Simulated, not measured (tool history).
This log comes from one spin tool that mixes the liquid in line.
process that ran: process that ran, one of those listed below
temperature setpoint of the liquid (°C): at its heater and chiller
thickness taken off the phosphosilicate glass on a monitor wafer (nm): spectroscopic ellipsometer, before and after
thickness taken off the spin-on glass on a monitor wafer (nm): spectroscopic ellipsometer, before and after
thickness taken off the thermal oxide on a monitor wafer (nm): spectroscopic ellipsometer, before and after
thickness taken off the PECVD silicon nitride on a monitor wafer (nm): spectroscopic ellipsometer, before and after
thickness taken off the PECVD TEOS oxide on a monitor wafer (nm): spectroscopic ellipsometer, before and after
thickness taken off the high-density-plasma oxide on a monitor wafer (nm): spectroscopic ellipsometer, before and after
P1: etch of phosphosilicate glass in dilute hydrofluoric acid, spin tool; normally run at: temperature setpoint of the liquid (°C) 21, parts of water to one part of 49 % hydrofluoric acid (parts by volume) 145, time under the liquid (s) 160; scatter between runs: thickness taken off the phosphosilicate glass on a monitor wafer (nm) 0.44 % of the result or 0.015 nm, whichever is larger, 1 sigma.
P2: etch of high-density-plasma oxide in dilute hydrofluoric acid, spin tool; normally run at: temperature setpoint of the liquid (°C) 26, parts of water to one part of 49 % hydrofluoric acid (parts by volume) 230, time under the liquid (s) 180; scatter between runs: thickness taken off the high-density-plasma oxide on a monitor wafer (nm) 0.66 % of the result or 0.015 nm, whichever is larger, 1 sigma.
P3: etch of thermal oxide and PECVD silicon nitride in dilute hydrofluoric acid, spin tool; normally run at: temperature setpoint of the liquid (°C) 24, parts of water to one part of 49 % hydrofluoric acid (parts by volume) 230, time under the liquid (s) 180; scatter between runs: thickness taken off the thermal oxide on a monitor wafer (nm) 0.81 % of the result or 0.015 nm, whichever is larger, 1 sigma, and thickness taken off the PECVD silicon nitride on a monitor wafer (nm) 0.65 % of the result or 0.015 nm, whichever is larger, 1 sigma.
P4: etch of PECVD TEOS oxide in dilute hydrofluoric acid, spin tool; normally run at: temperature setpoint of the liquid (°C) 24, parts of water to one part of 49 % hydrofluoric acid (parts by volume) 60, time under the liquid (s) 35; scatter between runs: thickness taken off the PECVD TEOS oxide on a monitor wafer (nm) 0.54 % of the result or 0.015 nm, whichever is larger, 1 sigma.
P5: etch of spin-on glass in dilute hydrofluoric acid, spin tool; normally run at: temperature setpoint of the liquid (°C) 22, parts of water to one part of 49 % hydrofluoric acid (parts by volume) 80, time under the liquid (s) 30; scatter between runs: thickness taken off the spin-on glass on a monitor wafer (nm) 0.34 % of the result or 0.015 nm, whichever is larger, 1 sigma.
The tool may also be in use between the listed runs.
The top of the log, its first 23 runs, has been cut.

run	day	process that ran	temperature setpoint of the liquid (°C)	parts of water to one part of 49 % hydrofluoric acid (parts by volume)	time under the liquid (s)	thickness taken off the phosphosilicate glass on a monitor wafer (nm)	thickness taken off the spin-on glass on a monitor wafer (nm)	thickness taken off the thermal oxide on a monitor wafer (nm)	thickness taken off the PECVD silicon nitride on a monitor wafer (nm)	thickness taken off the PECVD TEOS oxide on a monitor wafer (nm)	thickness taken off the high-density-plasma oxide on a monitor wafer (nm)
24	4.508	P1	21	225	160	34.034					
25	4.725	P1	21	145	160	57.05					
26	4.888	P2	26	230	20						0.43092
27	5.042	P3	24	230	310			5.6755	7.3996		
28	5.304	P1	21	145	160	56.713					
29	5.442	P1	21	55	160	166.54					
30	5.704	P1	21	145	160	57.517					
31	5.888	P1	21	145	160	58.204					
32	6.017	P1	21	145	160	59.163					
33	6.162	P1	21	145	160	59.406					
34	6.312	P1	21	145	160	60.562					
35	6.508	P1	21	145	160	60.193					

Run 36 is up next; what results do you expect?
36	6.692	P1	21	145	160	?					

thickness taken off the phosphosilicate glass on a monitor wafer (nm): 60.203
